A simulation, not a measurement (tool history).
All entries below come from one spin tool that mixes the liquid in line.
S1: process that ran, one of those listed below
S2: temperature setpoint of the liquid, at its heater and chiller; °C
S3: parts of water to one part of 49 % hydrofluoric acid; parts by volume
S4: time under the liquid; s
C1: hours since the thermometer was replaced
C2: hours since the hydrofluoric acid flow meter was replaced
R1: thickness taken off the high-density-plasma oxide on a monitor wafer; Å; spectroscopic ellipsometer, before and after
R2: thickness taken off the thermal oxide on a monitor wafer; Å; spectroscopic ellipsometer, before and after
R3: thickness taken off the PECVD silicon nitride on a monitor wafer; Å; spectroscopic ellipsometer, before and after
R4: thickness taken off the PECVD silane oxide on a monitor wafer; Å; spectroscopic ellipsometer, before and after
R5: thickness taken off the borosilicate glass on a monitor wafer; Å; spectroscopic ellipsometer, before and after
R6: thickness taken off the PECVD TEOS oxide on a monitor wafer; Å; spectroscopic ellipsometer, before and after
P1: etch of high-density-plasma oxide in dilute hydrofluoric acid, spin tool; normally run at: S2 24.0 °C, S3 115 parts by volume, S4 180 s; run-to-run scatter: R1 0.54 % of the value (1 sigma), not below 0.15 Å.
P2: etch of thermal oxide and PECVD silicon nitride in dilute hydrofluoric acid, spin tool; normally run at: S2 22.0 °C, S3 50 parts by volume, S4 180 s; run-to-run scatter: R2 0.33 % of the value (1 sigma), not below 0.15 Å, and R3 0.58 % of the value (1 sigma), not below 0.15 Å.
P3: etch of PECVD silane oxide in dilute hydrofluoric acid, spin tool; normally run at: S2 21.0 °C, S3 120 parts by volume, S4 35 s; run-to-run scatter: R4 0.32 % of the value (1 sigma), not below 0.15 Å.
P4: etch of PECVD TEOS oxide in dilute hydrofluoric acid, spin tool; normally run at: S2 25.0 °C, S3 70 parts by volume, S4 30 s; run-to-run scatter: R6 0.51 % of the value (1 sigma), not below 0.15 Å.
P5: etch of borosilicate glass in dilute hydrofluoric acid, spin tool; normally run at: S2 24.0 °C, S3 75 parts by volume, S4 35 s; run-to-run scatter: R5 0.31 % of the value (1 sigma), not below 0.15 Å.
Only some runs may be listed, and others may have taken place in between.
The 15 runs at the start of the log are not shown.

{"run": 16, "hour": 135.0, "S1": "P4", "S2": 25.0, "S3": 70, "S4": 15, "C1": 1089.9, "C2": 594.3, "R6": 43.278}
{"run": 17, "hour": 144.4, "S1": "P1", "S2": 24.0, "S3": 115, "S4": 50, "C1": 1099.3, "C2": 603.7, "R1": 23.52}
{"hour": 148.6, "done": "thermometer replaced"}
{"run": 18, "hour": 153.6, "S1": "P3", "S2": 21.0, "S3": 120, "S4": 35, "C1": 5.1, "C2": 612.9, "R4": 124.4}
{"run": 19, "hour": 160.0, "S1": "P1", "S2": 24.0, "S3": 115, "S4": 180, "C1": 11.5, "C2": 619.3, "R1": 85.566}
{"run": 20, "hour": 167.2, "S1": "P1", "S2": 24.0, "S3": 70, "S4": 180, "C1": 18.7, "C2": 626.5, "R1": 148.06}
{"run": 21, "hour": 178.4, "S1": "P4", "S2": 32.0, "S3": 70, "S4": 30, "C1": 29.9, "C2": 637.7, "R6": 115.08}
{"run": 22, "hour": 186.2, "S1": "P5", "S2": 24.0, "S3": 75, "S4": 35, "C1": 37.7, "C2": 645.5, "R5": 124.92}
{"run": 23, "hour": 192.4, "S1": "P1", "S2": 24.0, "S3": 115, "S4": 295, "C1": 43.9, "C2": 651.7, "R1": 139.25}
{"run": 24, "hour": 202.8, "S1": "P4", "S2": 25.0, "S3": 105, "S4": 30, "C1": 54.3, "C2": 662.1, "R6": 55.375}
{"run": 25, "hour": 211.2, "S1": "P1", "S2": 28.5, "S3": 20, "S4": 180, "C1": 62.7, "C2": 670.5, "R1": 671.0}
{"run": 26, "hour": 221.1, "S1": "P1", "S2": 30.5, "S3": 115, "S4": 180, "C1": 72.6, "C2": 680.4, "R1": 109.7}
{"run": 27, "hour": 226.5, "S1": "P3", "S2": 21.0, "S3": 205, "S4": 35, "C1": 78.0, "C2": 685.8, "R4": 66.921}
{"run": 28, "hour": 237.1, "S1": "P5", "S2": 24.0, "S3": 75, "S4": 15, "C1": 88.6, "C2": 696.4, "R5": 53.722}
{"run": 29, "hour": 242.9, "S1": "P5", "S2": 19.0, "S3": 75, "S4": 35, "C1": 94.4, "C2": 702.2, "R5": 101.69}
{"run": 30, "hour": 251.0, "S1": "P4", "S2": 25.0, "S3": 70, "S4": 30, "C1": 102.5, "C2": 710.3, "R6": 86.998}

Run 31 is up next; what results do you expect?
{"run": 31, "hour": 262.1, "S1": "P1", "S2": 24.0, "S3": 115, "S4": 180, "C1": 113.6, "C2": 721.4, "R1": "?"}

R1: 84.979 Å

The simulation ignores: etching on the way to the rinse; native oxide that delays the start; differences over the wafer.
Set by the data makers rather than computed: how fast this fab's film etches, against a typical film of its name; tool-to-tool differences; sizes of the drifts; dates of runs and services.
